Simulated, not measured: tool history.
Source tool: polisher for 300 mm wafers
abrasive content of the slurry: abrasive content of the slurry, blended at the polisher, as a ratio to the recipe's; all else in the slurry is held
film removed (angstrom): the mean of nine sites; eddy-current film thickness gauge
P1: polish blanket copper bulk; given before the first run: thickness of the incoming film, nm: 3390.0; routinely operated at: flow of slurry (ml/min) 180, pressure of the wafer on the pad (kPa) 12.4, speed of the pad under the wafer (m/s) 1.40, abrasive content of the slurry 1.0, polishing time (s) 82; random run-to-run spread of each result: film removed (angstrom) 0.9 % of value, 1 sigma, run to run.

run    day  flow of slurry (ml/min)  pressure of the wafer on the pad (kPa)  speed of the pad under the wafer (m/s)  abrasive content of the slurry  polishing time (s)  film removed (angstrom)
  1  0.654                      180                                    12.4                                    1.40                             1.0                  82                   8019.1
  2  1.158                      135                                    12.4                                    1.40                             1.0                 107                   9759.3
  3  1.462                      110                                    12.4                                    1.40                             1.0                  82                   7180.5
  4  1.896                      180                                    12.4                                    0.84                             1.0                  82                   4755.8
  5  2.325                      180                                    12.4                                    1.40                             1.0                  82                   7866.2
  6  2.808                      180                                    12.4                                    0.90                             1.0                 118                   7341.2
  7  3.150                      180                                    12.4                                    1.40                             0.5                  82                   6919.3
  8  3.592                      180                                    12.4                                    1.40                             1.0                  52                   5060.2
  9  3.921                      180                                    12.4                                    1.40                             1.5                  82                   8805.6
 10  4.225                      180                                    12.4                                    1.94                             1.0                  82                  10963.0
 11  4.558                      180                                    17.2                                    1.40                             1.0                  82                  11170.0
 12  5.008                      180                                    12.4                                    1.40                             1.0                  82                   8029.0
 13  5.300                      180                                    12.4                                    1.40                             1.0                 124                  11834.0
 14  5.658                      180                                    12.4                                    1.40                             1.0                  82                   7795.3
 15  6.000                      180                                    12.4                                    1.40                             1.0                  82                   7942.6
 16  6.321                      180                                     8.3                                    1.40                             1.0                  82                   5250.8

The next listed run, before its measurement:
 17  6.825                      110                                    12.4                                    1.84                             1.0                  82                        ?

Run 17 produced film removed (angstrom) 9600.4.
